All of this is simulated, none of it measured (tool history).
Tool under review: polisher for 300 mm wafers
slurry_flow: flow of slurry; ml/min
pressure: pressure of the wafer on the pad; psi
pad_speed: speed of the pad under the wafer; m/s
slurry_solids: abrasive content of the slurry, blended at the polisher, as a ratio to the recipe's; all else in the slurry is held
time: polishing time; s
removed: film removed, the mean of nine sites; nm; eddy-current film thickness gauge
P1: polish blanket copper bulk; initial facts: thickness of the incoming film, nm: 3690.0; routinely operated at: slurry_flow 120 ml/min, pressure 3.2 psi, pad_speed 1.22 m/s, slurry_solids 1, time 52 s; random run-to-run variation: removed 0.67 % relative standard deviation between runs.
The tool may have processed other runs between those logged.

run,hour,slurry_flow,pressure,pad_speed,slurry_solids,time,wafers polished on this pad,hours since the slurry nozzle was cleaned,hours since the head pressure was calibrated,hours since the slurry blender was calibrated,removed
1,5.2,120,3.2,1.22,1,52,524,362,367.7,265,730.63
2,13.1,120,3.2,1.88,1,52,594,369.9,375.6,272.9,1123.1
3,22.1,120,1.6,1.22,1,52,673,378.9,384.6,281.9,368.35
4,27.8,120,3.2,1.22,1,52,723,384.6,390.3,287.6,737.63
5,34.4,120,3.2,0.88,1,52,781,391.2,396.9,294.2,532.42
6,44.6,120,3.2,1.22,1,52,870,401.4,407.1,304.4,739.34
7,54.2,155,3.2,1.22,1,72,955,411,416.7,314,1077.7
8,63.4,180,3.2,1.22,1,52,1035,420.2,425.9,323.2,789.66
# hour 68.5: slurry nozzle cleaned
9,69.2,120,3.2,1.22,1,52,1086,0.8,431.7,329,736.93
10,74.8,120,4.9,1.22,1,52,1136,6.4,437.3,334.6,1117.7
11,84,120,3.2,1.22,0.7,52,1216,15.6,446.5,343.8,684.21
12,89.6,120,3.2,1.22,1.45,52,1265,21.2,452.1,349.4,798.46
13,97.1,120,3.2,1.22,1,52,1331,28.7,459.6,356.9,724.35
14,102.9,120,3.2,1.22,1,52,1382,34.5,465.4,362.7,731.33
15,110,120,3.2,1.22,1,52,1445,41.6,472.5,369.8,736.92

Run 16 comes next. What will it give?
16,117.9,80,3.2,1.22,1,52,1514,49.5,480.4,377.7,?

{"run 16": {"removed": 665.88}}

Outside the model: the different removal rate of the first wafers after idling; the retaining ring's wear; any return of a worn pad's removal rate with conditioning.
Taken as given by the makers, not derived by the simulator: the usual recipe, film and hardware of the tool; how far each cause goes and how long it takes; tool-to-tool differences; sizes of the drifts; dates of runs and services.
